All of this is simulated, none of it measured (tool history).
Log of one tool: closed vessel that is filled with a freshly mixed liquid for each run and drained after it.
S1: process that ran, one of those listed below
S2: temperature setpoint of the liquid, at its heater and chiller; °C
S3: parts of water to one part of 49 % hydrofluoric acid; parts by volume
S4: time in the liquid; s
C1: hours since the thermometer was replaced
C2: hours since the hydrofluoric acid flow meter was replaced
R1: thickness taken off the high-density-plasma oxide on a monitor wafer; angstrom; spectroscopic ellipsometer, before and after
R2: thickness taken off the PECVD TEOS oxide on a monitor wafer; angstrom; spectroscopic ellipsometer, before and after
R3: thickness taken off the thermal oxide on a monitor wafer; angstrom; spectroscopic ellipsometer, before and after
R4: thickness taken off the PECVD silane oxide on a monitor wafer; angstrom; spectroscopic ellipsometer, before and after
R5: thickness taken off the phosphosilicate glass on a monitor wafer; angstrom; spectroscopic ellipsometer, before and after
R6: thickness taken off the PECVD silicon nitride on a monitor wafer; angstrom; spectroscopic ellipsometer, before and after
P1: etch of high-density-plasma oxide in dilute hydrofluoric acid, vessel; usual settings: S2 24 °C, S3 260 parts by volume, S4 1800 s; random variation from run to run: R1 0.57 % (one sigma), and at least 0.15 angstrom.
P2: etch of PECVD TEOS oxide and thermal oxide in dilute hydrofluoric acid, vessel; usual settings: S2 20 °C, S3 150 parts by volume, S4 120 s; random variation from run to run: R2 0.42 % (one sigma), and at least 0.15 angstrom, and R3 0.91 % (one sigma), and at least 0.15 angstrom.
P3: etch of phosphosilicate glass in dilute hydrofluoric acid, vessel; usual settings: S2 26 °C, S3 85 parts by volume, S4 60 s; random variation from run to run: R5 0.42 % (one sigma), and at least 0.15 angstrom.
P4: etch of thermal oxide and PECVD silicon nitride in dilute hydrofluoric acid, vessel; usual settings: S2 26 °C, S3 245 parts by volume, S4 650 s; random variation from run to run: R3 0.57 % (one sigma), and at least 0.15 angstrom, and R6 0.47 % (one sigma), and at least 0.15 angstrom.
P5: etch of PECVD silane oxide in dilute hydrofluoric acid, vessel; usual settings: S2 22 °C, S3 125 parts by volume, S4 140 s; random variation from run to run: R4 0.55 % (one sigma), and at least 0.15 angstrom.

run     day  S1    S2   S3    S4      C1      C2      R1      R2      R3      R4      R5      R6
  1   0.262  P1    24  260  1800  1095.6   866.5  298.17
  2   0.729  P2    28  150   120  1106.8   877.7          156.19  42.139
  3   0.992  P5    22  125    30  1113.1     884                          31.421
  4   1.496  P1    24  415  1800  1125.2   896.1  163.02
  5   1.842  P5    22  210   140  1133.5   904.4                          79.831
  6   2.171  P1    24  410   100  1141.4   912.3  9.0646
  7   2.433  P1    24  260  3475  1147.7   918.6  574.18
  8   2.767  P1    24  260  1800  1155.7   926.6  297.81
  9   3.046  P1    24  260  1800  1162.4   933.3  298.75
 10   3.371  P2    20  150   220  1170.2   941.1           210.8  55.687
 11   3.862  P1    30  260  1800    1182   952.9  367.82
 12   4.221  P1    24  260   240  1190.6   961.5  39.723
 13   4.588  P2    20  230   120  1199.4   970.3          69.033  18.658
 14   4.967  P1    24  260  1800  1208.5   979.4  300.88
 15   5.383  P1  17.5  260   255  1218.5   989.4  33.234
 16   5.808  P3    26   85    60  1228.7   999.6                                  1155.7
 17   6.217  P3    26  140    60  1238.5  1009.4                                   658.8
 18   6.479  P4    26  245   195  1244.8  1015.7                  34.948                  15.367
 19   6.829  P5    22  125   140  1253.2  1024.1                          146.32
 20   7.296  P2    20  150   120  1264.4  1035.3          115.32  30.143
 21   7.667  P4    26  245   650  1273.3  1044.2                  117.57                  50.086
 22   7.892  P1    24  165  1800  1278.7  1049.6  525.51
 23   8.233  P1  20.5  260  1800  1286.9  1057.8  264.18
 24   8.525  P4    26  395   650  1293.9  1064.8                  62.043                  31.787
 25   8.875  P5    22  125   140  1302.3  1073.2                          146.18
 26   9.104  P1    24  260  1800  1307.8  1078.7   301.3
 27   9.575  P3    26   85    60  1319.1    1090                                  1160.2
 28   9.817  P5  17.5  125   140  1324.9  1095.8                          121.72
 29  10.192  P1    24  260  1800  1333.9  1104.8  298.72
 30  10.696  P3    34   85    60    1346  1116.9                                  1574.9
 31  11.038  P1    24  140  2575  1354.2  1125.1  900.93
 32  11.521  P3    26   85    30  1365.8  1136.7                                  582.86
 33  11.892  P4    18  245   650  1374.7  1145.6                  87.724                  30.475
 34    12.4  P1    24  260  1800  1386.9  1157.8  298.74
 35  12.838  P1    24  260  1800  1397.4  1168.3  298.49
 36  13.162  P1    24  260  1800  1405.2  1176.1  308.95
 37  13.562  P1    24  260  1800  1414.8  1185.7  311.49
 38   13.85  P1    24  260  1800  1421.7  1192.6  312.38
 39  14.354  P1    24  260  1800  1433.8  1204.7  318.81
 40  14.658  P1    24  260  1800  1441.1    1212  318.56
 41  15.029  P1    24  260  1800    1450  1220.9  318.92
 42    15.3  P1    24  260  1800  1456.5  1227.4  318.93
 43  15.779  P1    24  260  1800    1468  1238.9  320.29
 44  16.279  P1    24  260  1800    1480  1250.9  324.07
 45  16.525  P1    24  260  1800  1485.9  1256.8   322.7
 46  16.808  P1    24  260  1800  1492.7  1263.6   322.6

What P1 gives has crept away from where it was. These 2 causes fit the log equally well, each at the size given:
A: hydrofluoric acid flow above the setpoint (%) = 6.03
B: liquid hotter than its thermometer reads (K) = 2.1
The creep began at about day 12.838.

4 check runs are offered, one wafer each, their results left as question marks. Which one tells the causes apart?
check 1  17.092  P2  28  150  210               ?   ?
check 2  17.092  P4  20  245  410                   ?           ?
check 3  17.092  P3  33  130   60                           ?
check 4  17.092  P5  22  185   70                       ?

What each check would give under each cause:
  check  result    if A    if B
check 1      R2  292.48  294.52
check 1      R3  77.109  77.646
check 2      R3  63.774  64.182
check 2      R6  23.128  24.995
check 3      R5   996.7  1001.1
check 4      R4  49.568  50.045
How far apart the two closest causes lie, in the result that separates them most: check 1 0.69 %; check 2 7.76 %; check 3 0.44 %; check 4 0.96 %
Check 2 tells the causes apart: in the others they would give nearly the same result.

Then check 2 was run and gave: R3 63.205 angstrom; R6 23.082 angstrom. Which cause is it?

It is A: hydrofluoric acid flow above the setpoint (%).
